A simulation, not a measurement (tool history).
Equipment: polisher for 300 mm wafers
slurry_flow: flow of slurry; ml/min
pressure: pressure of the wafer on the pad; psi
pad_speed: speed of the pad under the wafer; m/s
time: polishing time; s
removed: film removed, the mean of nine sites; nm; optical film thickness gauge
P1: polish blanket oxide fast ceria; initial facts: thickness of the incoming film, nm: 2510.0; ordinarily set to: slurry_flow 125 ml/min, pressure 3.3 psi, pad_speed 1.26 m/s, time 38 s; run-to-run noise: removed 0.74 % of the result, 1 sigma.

run,hour,slurry_flow,pressure,pad_speed,time,wafers polished on this pad,hours since the slurry nozzle was cleaned,hours since the head pressure was calibrated,removed
1,18.4,125,3.3,1.26,38,993,398.2,367.9,956.18
2,35,125,3.3,1.26,60,1215,414.8,384.5,1519
3,48.6,125,1.5,1.26,38,1396,428.4,398.1,429.67
4,62,180,3.3,1.26,38,1575,441.8,411.5,1001.9
5,78.4,75,2.4,1.26,38,1794,458.2,427.9,606.29
6,93.9,125,3.3,1.26,26,2001,473.7,443.4,660.08
7,112.2,75,3.3,1.26,38,2245,492,461.7,839.53
8,129.2,125,5,1.26,38,2472,509,478.7,1434.4
9,145.3,125,3.3,1.26,38,2687,525.1,494.8,951.17
10,159.9,125,3.3,0.66,38,2882,539.7,509.4,496.68
11,174.4,125,3.3,0.98,55,3076,554.2,523.9,1063.4
12,193.1,125,3.3,1.88,38,3325,572.9,542.6,1423
13,211.9,75,3.3,1.96,38,3576,591.7,561.4,1274.9
14,228.2,125,3.3,1.26,38,3794,608,577.7,944.11
15,242.7,125,3.3,1.26,38,3988,622.5,592.2,948.76
16,254,125,3.3,1.26,38,4138,633.8,603.5,958.2
17,267,125,3.3,1.26,38,4312,646.8,616.5,960.88
18,277,125,3.3,1.26,38,4445,656.8,626.5,951.5
19,288.8,125,3.3,1.26,38,4603,668.6,638.3,929.48

The next listed run, before its measurement:
20,307.8,125,3.3,1.26,38,4857,687.6,657.3,?

{"run 20": {"removed": 912.36}}
